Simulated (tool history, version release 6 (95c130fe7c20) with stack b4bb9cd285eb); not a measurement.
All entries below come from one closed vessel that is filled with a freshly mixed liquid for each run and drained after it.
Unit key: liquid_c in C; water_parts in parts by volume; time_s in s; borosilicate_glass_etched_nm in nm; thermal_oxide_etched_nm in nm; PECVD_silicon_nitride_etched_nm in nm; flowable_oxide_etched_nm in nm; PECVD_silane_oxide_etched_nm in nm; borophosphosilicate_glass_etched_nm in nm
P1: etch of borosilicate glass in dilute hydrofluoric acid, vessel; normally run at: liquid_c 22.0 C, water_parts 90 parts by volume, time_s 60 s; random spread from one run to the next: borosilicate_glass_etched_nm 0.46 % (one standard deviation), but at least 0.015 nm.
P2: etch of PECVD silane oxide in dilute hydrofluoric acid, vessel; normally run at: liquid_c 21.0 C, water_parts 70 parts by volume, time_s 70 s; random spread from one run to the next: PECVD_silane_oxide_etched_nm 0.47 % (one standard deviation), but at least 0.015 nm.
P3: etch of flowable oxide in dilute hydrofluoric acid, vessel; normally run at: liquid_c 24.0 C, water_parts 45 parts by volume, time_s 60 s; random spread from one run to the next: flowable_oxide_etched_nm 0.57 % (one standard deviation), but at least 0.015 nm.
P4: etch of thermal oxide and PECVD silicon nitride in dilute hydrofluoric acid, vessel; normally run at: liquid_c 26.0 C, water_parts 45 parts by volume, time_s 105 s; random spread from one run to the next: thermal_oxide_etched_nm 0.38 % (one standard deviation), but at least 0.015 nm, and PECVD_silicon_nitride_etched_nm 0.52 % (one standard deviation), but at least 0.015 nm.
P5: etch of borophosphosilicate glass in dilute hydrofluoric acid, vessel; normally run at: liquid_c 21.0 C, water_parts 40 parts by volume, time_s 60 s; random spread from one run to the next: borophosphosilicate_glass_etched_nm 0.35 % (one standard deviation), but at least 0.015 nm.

run	hour	process	liquid_c	water_parts	time_s	hours since the thermometer was replaced	hours since the hydrofluoric acid flow meter was replaced	borosilicate_glass_etched_nm	thermal_oxide_etched_nm	PECVD_silicon_nitride_etched_nm	flowable_oxide_etched_nm	PECVD_silane_oxide_etched_nm	borophosphosilicate_glass_etched_nm
1	4.0	P1	22.0	90	60	132.6	553.1	25.765					
2	7.8	P4	26.0	45	210	136.4	556.9		25.713	16.2390			
3	15.2	P3	24.0	45	115	143.8	564.3				130.460		
4	21.0	P2	21.0	70	70	149.6	570.1					26.092	
5	24.4	P5	21.0	40	60	153.0	573.5						62.930
6	29.2	P4	32.0	45	105	157.8	578.3		16.336	11.8920			
7	32.6	P1	22.0	90	60	161.2	581.7	25.547					
8	38.7	P5	29.0	40	60	167.3	587.8						87.373
9	43.1	P5	21.0	40	30	171.7	592.2						31.479
10	49.6	P1	22.0	90	100	178.2	598.7	42.307					
11	53.5	P2	21.0	125	70	182.1	602.6					13.962	
12	57.5	P1	22.0	90	60	186.1	606.6	25.500					
13	64.0	P3	24.0	45	60	192.6	613.1				67.890		
14	69.7	P5	21.0	40	60	198.3	618.8						62.792
15	75.0	P2	17.0	70	70	203.6	624.1					22.126	
16	78.6	P2	21.0	70	70	207.2	627.7					26.722	
17	83.6	P1	22.0	90	60	212.2	632.7	25.266					
18	90.5	P2	21.0	70	120	219.1	639.6					45.376	
19	97.8	P1	29.0	90	60	226.4	646.9	33.499					
20	103.8	P4	26.0	45	105	232.4	652.9		12.892	7.9956			
21	109.9	P4	26.0	20	105	238.5	659.0		29.870	17.6250			
22	116.0	P1	22.0	55	60	244.6	665.1	43.498					
23	122.9	P3	24.0	60	60	251.5	672.0				50.110		
24	128.9	P3	24.0	45	60	257.5	678.0				68.751		
25	133.3	P4	26.0	45	105	261.9	682.4		12.874	8.1024			
# hour 140.0: hydrofluoric acid flow meter replaced
26	140.0	P1	22.0	90	60	268.6	0.1	25.449					
27	147.1	P1	22.0	90	30	275.7	7.2	12.760					
28	154.2	P1	18.0	90	60	282.8	14.3	21.574					
29	158.2	P1	25.5	90	30	286.8	18.3	14.572					
30	165.6	P3	30.5	45	60	294.2	25.7				89.381		
31	170.9	P1	22.0	165	60	299.5	31.0	12.631					
32	174.3	P5	21.0	20	60	302.9	34.4						128.950
33	180.2	P1	22.0	90	60	308.8	40.3	25.362					
34	184.0	P1	22.0	90	60	312.6	44.1	25.147					
35	188.6	P1	22.0	90	60	317.2	48.7	24.641					

Run 36, settings as shown, results not yet in. Your forecast:
36	193.6	P1	22.0	90	60	322.2	53.7	?					

{"run 36": {"borosilicate_glass_etched_nm": 24.387}}
